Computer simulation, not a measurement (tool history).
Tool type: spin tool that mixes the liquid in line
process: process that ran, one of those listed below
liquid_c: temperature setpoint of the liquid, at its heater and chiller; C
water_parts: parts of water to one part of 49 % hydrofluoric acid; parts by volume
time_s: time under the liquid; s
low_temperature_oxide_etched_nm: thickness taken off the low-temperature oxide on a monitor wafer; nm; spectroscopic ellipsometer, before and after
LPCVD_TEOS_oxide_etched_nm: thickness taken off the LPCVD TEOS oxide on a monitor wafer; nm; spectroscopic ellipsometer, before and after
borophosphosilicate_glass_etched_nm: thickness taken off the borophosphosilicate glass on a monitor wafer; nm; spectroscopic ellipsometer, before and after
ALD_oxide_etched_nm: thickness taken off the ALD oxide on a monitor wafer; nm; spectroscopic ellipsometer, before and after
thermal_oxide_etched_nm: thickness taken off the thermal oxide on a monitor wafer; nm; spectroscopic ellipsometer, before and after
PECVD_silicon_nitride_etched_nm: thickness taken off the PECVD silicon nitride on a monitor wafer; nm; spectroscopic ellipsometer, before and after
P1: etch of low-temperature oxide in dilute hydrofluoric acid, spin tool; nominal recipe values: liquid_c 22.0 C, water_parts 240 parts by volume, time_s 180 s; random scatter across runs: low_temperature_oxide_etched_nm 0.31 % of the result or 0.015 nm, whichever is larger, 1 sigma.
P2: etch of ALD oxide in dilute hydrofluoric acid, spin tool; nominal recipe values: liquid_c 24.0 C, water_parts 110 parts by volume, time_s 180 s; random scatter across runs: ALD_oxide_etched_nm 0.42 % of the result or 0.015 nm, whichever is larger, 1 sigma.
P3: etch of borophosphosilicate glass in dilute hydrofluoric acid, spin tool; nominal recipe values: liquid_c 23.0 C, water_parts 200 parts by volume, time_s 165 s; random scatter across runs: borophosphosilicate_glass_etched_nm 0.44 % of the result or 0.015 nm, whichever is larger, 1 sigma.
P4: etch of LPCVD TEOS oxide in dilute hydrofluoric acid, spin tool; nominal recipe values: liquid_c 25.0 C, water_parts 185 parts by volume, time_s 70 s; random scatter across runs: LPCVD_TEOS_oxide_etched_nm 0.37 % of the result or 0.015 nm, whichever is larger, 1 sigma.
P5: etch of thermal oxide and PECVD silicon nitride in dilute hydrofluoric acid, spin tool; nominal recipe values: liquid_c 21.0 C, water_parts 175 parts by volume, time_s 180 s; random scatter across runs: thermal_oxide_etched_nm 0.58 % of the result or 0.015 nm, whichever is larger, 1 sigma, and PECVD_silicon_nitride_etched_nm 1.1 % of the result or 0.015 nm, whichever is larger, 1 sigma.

| run | hour | process | liquid_c | water_parts | time_s | hours since the thermometer was replaced | hours since the hydrofluoric acid flow meter was replaced | low_temperature_oxide_etched_nm | LPCVD_TEOS_oxide_etched_nm | borophosphosilicate_glass_etched_nm | ALD_oxide_etched_nm | thermal_oxide_etched_nm | PECVD_silicon_nitride_etched_nm |
|---|---|---|---|---|---|---|---|---|---|---|---|---|---|
| 1 | 10.5 | P1 | 22.0 | 240 | 180 | 1093.2 | 82.9 | 9.2620 |  |  |  |  |  |
| 2 | 26.0 | P4 | 25.0 | 185 | 115 | 1108.7 | 98.4 |  | 17.8300 |  |  |  |  |
| 3 | 34.9 | P1 | 22.0 | 150 | 180 | 1117.6 | 107.3 | 16.3860 |  |  |  |  |  |
| 4 | 46.3 | P1 | 22.0 | 240 | 180 | 1129.0 | 118.7 | 9.3309 |  |  |  |  |  |
| 5 | 57.5 | P1 | 22.0 | 240 | 265 | 1140.2 | 129.9 | 13.6120 |  |  |  |  |  |
| 6 | 66.3 | P3 | 30.5 | 200 | 165 | 1149.0 | 138.7 |  |  | 66.868 |  |  |  |
| 7 | 78.5 | P2 | 24.0 | 110 | 180 | 1161.2 | 150.9 |  |  |  | 20.7310 |  |  |
| 8 | 86.1 | P4 | 25.0 | 185 | 70 | 1168.8 | 158.5 |  | 10.8510 |  |  |  |  |
| 9 | 95.2 | P3 | 23.0 | 125 | 165 | 1177.9 | 167.6 |  |  | 89.204 |  |  |  |
| 10 | 106.9 | P1 | 22.0 | 240 | 180 | 1189.6 | 179.3 | 9.3038 |  |  |  |  |  |
| 11 | 121.6 | P5 | 17.0 | 175 | 180 | 1204.3 | 194.0 |  |  |  |  | 3.2615 | 1.7641 |
| 12 | 136.5 | P5 | 21.0 | 175 | 180 | 1219.2 | 208.9 |  |  |  |  | 3.8162 | 2.3350 |
| 13 | 145.3 | P3 | 23.0 | 200 | 165 | 1228.0 | 217.7 |  |  | 51.398 |  |  |  |
| 14 | 160.6 | P3 | 23.0 | 200 | 265 | 1243.3 | 233.0 |  |  | 82.497 |  |  |  |
| 15 | 173.6 | P4 | 25.0 | 185 | 70 | 1256.3 | 246.0 |  | 10.8530 |  |  |  |  |
| 16 | 181.0 | P2 | 24.0 | 110 | 75 | 1263.7 | 253.4 |  |  |  | 8.6949 |  |  |
| 17 | 188.2 | P1 | 22.0 | 240 | 40 | 1270.9 | 260.6 | 2.0953 |  |  |  |  |  |
| 18 | 201.3 | P1 | 28.5 | 240 | 270 | 1284.0 | 273.7 | 17.5860 |  |  |  |  |  |
| 19 | 212.6 | P1 | 22.0 | 345 | 180 | 1295.3 | 285.0 | 5.8761 |  |  |  |  |  |
| 20 | 221.4 | P1 | 22.0 | 240 | 180 | 1304.1 | 293.8 | 9.2830 |  |  |  |  |  |
| 21 | 233.8 | P2 | 30.0 | 110 | 180 | 1316.5 | 306.2 |  |  |  | 26.0700 |  |  |
| 22 | 249.2 | P3 | 23.0 | 200 | 165 | 1331.9 | 321.6 |  |  | 51.315 |  |  |  |
| 23 | 263.0 | P4 | 29.5 | 185 | 70 | 1345.7 | 335.4 |  | 12.7470 |  |  |  |  |
| 24 | 274.9 | P2 | 24.0 | 45 | 180 | 1357.6 | 347.3 |  |  |  | 55.4380 |  |  |
| 25 | 291.0 | P1 | 18.5 | 240 | 180 | 1373.7 | 363.4 | 8.1179 |  |  |  |  |  |
| 26 | 302.2 | P5 | 21.0 | 100 | 180 | 1384.9 | 374.6 |  |  |  |  | 7.2457 | 4.0834 |
| 27 | 310.2 | P4 | 25.0 | 320 | 70 | 1392.9 | 382.6 |  | 5.4405 |  |  |  |  |
| 28 | 321.9 | P1 | 26.0 | 240 | 180 | 1404.6 | 394.3 | 10.6840 |  |  |  |  |  |
| 29 | 331.7 | P1 | 22.0 | 240 | 180 | 1414.4 | 404.1 | 9.2815 |  |  |  |  |  |
| 30 | 347.1 | P5 | 21.0 | 175 | 315 | 1429.8 | 419.5 |  |  |  |  | 6.7036 | 3.9816 |
| 31 | 363.0 | P1 | 22.0 | 240 | 180 | 1445.7 | 435.4 | 9.3356 |  |  |  |  |  |
| 32 | 378.5 | P1 | 22.0 | 240 | 180 | 1461.2 | 450.9 | 9.4972 |  |  |  |  |  |
| 33 | 391.7 | P1 | 22.0 | 240 | 180 | 1474.4 | 464.1 | 9.6730 |  |  |  |  |  |
| 34 | 400.9 | P1 | 22.0 | 240 | 180 | 1483.6 | 473.3 | 9.7049 |  |  |  |  |  |
| 35 | 409.3 | P1 | 22.0 | 240 | 180 | 1492.0 | 481.7 | 9.7614 |  |  |  |  |  |
| 36 | 418.1 | P1 | 22.0 | 240 | 180 | 1500.8 | 490.5 | 9.7470 |  |  |  |  |  |
| 37 | 431.5 | P1 | 22.0 | 240 | 180 | 1514.2 | 503.9 | 9.8700 |  |  |  |  |  |
| 38 | 445.1 | P1 | 22.0 | 240 | 180 | 1527.8 | 517.5 | 9.8063 |  |  |  |  |  |
| 39 | 454.4 | P1 | 22.0 | 240 | 180 | 1537.1 | 526.8 | 9.8377 |  |  |  |  |  |
| 40 | 467.1 | P1 | 22.0 | 240 | 180 | 1549.8 | 539.5 | 9.7871 |  |  |  |  |  |

P1 has crept away from where it was. The log is fitted equally well by each of these 2 causes, at the sizes shown:
A: hydrofluoric acid flow above the setpoint (%) = 4.64
B: liquid hotter than its thermometer reads (K) = 1.53
Onset of the creep was near hour 363.0.

Of the 4 check runs below, each run on 3 wafers with the results averaged and each result still a question mark, which one would tell the listed causes apart?
| check 1 | 479.8 | P5 | 17.0 | 175 | 180 |  |  |  |  |  |  | ? | ? |
| check 2 | 479.8 | P2 | 29.0 | 110 | 115 |  |  |  |  |  | ? |  |  |
| check 3 | 479.8 | P3 | 28.0 | 140 | 165 |  |  |  |  | ? |  |  |  |
| check 4 | 479.8 | P4 | 29.0 | 185 | 70 |  |  |  | ? |  |  |  |  |

How each check would come out, cause by cause:
| check | result | if A | if B |
|---|---|---|---|
| check 1 | thermal_oxide_etched_nm | 3.4394 | 3.4694 |
| check 1 | PECVD_silicon_nitride_etched_nm | 1.8503 | 1.9642 |
| check 2 | ALD_oxide_etched_nm | 16.9300 | 17.0140 |
| check 3 | borophosphosilicate_glass_etched_nm | 99.997 | 100.280 |
| check 4 | LPCVD_TEOS_oxide_etched_nm | 13.2380 | 13.2150 |
How far apart the two closest causes lie, in the result that separates them most: check 1 5.97 %; check 2 0.5 %; check 3 0.29 %; check 4 0.18 %
Only check 1 tells the causes apart: in the others they would give nearly the same result.

Check 1 was carried out, with these results: thermal_oxide_etched_nm 3.4599 nm; PECVD_silicon_nitride_etched_nm 1.9601 nm. Which of the listed causes is responsible?

Of the candidate causes, it is B: liquid hotter than its thermometer reads (K).

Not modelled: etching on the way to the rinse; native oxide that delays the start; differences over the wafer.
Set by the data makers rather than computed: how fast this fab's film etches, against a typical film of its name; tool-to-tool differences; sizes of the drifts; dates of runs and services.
